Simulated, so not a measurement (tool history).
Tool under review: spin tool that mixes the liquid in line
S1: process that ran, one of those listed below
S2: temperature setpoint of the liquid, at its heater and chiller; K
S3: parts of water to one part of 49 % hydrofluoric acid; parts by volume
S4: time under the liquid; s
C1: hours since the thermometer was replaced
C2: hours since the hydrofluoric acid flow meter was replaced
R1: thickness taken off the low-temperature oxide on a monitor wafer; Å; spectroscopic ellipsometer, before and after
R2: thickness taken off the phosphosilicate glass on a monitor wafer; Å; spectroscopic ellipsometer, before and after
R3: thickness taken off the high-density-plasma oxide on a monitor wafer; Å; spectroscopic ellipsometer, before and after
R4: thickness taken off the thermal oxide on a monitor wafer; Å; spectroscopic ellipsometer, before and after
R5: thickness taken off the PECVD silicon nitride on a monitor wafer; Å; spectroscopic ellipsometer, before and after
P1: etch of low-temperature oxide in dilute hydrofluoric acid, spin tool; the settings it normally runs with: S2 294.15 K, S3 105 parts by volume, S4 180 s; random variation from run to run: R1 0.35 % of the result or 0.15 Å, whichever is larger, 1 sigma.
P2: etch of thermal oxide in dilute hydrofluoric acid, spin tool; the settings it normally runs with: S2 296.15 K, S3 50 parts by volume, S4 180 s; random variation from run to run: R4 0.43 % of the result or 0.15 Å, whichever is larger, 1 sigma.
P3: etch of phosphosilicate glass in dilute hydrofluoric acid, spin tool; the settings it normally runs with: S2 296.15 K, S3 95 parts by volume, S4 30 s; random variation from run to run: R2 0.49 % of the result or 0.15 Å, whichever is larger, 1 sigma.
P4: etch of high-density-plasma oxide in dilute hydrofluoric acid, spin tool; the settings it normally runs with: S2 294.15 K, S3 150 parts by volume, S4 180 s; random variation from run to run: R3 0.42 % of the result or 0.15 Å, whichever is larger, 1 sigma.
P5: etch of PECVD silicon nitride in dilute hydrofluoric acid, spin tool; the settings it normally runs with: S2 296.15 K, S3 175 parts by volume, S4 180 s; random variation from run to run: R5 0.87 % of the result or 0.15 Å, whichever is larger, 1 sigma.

run,hour,S1,S2,S3,S4,C1,C2,R1,R2,R3,R4,R5
1,3.2,P1,294.15,105,180,253.8,389.9,158.14,,,,
2,7.1,P1,298.15,50,180,257.7,393.8,414.32,,,,
3,10.9,P3,296.15,145,30,261.5,397.6,,209.76,,,
4,14.8,P3,296.15,95,65,265.4,401.5,,739.44,,,
5,19.4,P4,294.15,150,180,270,406.1,,,70.117,,
6,24.8,P1,294.15,105,180,275.4,411.5,157.52,,,,
7,28.9,P4,294.15,150,310,279.5,415.6,,,121.05,,
8,33.3,P1,294.15,170,180,283.9,420,90.663,,,,
9,38,P3,296.15,95,30,288.6,424.7,,340.71,,,
10,41.3,P1,294.15,105,180,291.9,428,157.01,,,,
11,44.6,P1,294.15,105,80,295.2,431.3,70.327,,,,
12,49.9,P1,294.15,105,180,300.5,436.6,157.96,,,,
13,55.2,P4,294.15,270,180,305.8,441.9,,,34.528,,
14,59.7,P1,294.15,60,15,310.3,446.4,24.443,,,,
15,63.4,P1,290.15,105,180,314,450.1,133.59,,,,
16,68.7,P2,296.15,25,180,319.3,455.4,,,,372.38,
17,72.4,P1,294.15,105,180,323,459.1,157.77,,,,
18,77.9,P5,291.65,175,180,328.5,464.6,,,,,18.189
19,83.4,P3,301.65,95,30,334,470.1,,420.07,,,
20,86.7,P5,296.15,40,180,337.3,473.4,,,,,104.39
21,90.5,P1,290.15,105,290,341.1,477.2,215.57,,,,
22,94.9,P3,296.15,95,30,345.5,481.6,,340.84,,,
23,99.2,P5,296.15,175,285,349.8,485.9,,,,,38.951
24,105,P2,296.15,50,285,355.6,491.7,,,,286.21,
25,110.3,P2,296.15,50,180,360.9,497,,,,181.26,
26,116.3,P5,296.15,175,180,366.9,503,,,,,24.01
27,119.6,P1,294.15,105,180,370.2,506.3,157.53,,,,
28,123,P2,290.65,50,180,373.6,509.7,,,,143,
29,129,P1,294.15,105,355,379.6,515.7,311.06,,,,
30,134.2,P1,300.65,105,180,384.8,520.9,203.38,,,,
31,139.5,P2,296.15,50,180,390.1,526.2,,,,180.03,
32,145.1,P4,301.65,150,180,395.7,531.8,,,93.207,,
33,151.2,P1,294.15,30,180,401.8,537.9,605.15,,,,
34,154,P1,294.15,105,180,404.6,540.7,157.66,,,,
35,158.2,P4,294.15,150,180,408.8,544.9,,,69.854,,
36,161.2,P1,294.15,105,180,411.8,547.9,158.16,,,,
37,165.8,P1,294.15,105,180,416.4,552.5,153.58,,,,
38,170.1,P1,294.15,105,180,420.7,556.8,150.96,,,,
39,174.2,P1,294.15,105,180,424.8,560.9,149.87,,,,
40,179.6,P1,294.15,105,180,430.2,566.3,148.69,,,,
41,184.3,P1,294.15,105,180,434.9,571,146.93,,,,
42,187.6,P1,294.15,105,180,438.2,574.3,147.03,,,,
43,192.2,P1,294.15,105,180,442.8,578.9,145.84,,,,
44,196.8,P1,294.15,105,180,447.4,583.5,145.74,,,,
45,199.5,P1,294.15,105,180,450.1,586.2,145.71,,,,
46,202.6,P1,294.15,105,180,453.2,589.3,146.54,,,,
47,208.1,P1,294.15,105,180,458.7,594.8,146.59,,,,

The log shows P1 creeping away from where it was. Any of the 2 causes listed here, at the size stated for it, fits the log just as well as the others:
A: liquid colder than its thermometer reads (K) = 1.92
B: hydrofluoric acid flow below the setpoint (%) = 6.73
The creep began at about hour 161.2.

The list below offers 4 check runs, each averaging the results of 2 wafers, and shows each result as a question mark. For which of them would the listed causes give clearly different results?
check 1,213.6,P4,294.15,150,180,,,,,?,,
check 2,213.6,P5,296.15,175,180,,,,,,,?
check 3,213.6,P3,296.15,95,30,,,,?,,,
check 4,213.6,P2,296.15,50,180,,,,,,?,

Predicted outcomes, by check and by cause:
check,result,if A,if B
check 1,R3,64.819,64.513
check 2,R5,21.582,22.829
check 3,R2,316.32,316.27
check 4,R4,166.48,167.46
Per-check spread between the two closest causes, in the result where they differ most: check 1 0.47 %; check 2 5.61 %; check 3 0.02 %; check 4 0.59 %
The other checks would show nearly matching results whichever cause is true, so check 2 is the only one that separates the causes.

The results of check 2 are: R5 22.666 Å. Based on these, which of the listed causes is it?

The cause is B: hydrofluoric acid flow below the setpoint (%).

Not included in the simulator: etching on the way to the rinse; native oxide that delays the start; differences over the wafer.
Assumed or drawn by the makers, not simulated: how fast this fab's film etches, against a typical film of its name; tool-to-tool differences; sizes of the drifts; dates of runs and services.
